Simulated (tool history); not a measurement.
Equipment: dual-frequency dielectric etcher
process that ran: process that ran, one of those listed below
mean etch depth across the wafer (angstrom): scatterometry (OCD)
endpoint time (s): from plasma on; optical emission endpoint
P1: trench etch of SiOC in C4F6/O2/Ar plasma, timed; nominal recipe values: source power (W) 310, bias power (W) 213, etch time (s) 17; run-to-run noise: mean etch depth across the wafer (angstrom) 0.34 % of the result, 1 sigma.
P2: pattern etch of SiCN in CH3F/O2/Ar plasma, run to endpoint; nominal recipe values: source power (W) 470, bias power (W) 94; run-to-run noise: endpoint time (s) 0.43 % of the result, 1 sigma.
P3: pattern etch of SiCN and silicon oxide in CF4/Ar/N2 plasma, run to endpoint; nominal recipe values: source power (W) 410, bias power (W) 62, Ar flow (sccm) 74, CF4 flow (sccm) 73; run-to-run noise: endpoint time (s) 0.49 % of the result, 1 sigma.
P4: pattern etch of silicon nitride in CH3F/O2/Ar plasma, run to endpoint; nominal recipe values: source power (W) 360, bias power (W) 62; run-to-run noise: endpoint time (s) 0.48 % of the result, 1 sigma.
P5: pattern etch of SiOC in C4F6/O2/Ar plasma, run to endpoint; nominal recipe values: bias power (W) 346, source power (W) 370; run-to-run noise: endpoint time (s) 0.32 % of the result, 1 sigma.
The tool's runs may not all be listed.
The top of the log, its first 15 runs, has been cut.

run	hour	process that ran	source power (W)	bias power (W)	etch time (s)	Ar flow (sccm)	CF4 flow (sccm)	hours since the last wet clean	hours since the last source power generator calibration	hours since the last bias power generator calibration	mean etch depth across the wafer (angstrom)	endpoint time (s)
16	158.4	P2	470	66				454.6	127.8	507.9		25.744
17	169.2	P1	310	135	17			465.4	138.6	518.7	285.51	
18	179	P3	250	62		74	73	475.2	148.4	528.5		28.286
19	186.4	P3	410	62		74	73	482.6	155.8	535.9		18.312
20	199.3	P3	410	47		74	73	495.5	168.7	548.8		20.043
21	207.9	P1	380	168	17			504.1	177.3	557.4	334.12	
22	216	P3	410	62		74	73	512.2	185.4	565.5		18.31
23	229.7	P5	510	346				525.9	199.1	579.2		14.596
24	238.1	P5	370	346				534.3	207.5	587.6		16.538

Forecast run 25:
25	247.1	P1	310	213	25			543.3	216.5	596.6	?	

{"run 25": {"mean etch depth across the wafer (angstrom)": 486.37}}

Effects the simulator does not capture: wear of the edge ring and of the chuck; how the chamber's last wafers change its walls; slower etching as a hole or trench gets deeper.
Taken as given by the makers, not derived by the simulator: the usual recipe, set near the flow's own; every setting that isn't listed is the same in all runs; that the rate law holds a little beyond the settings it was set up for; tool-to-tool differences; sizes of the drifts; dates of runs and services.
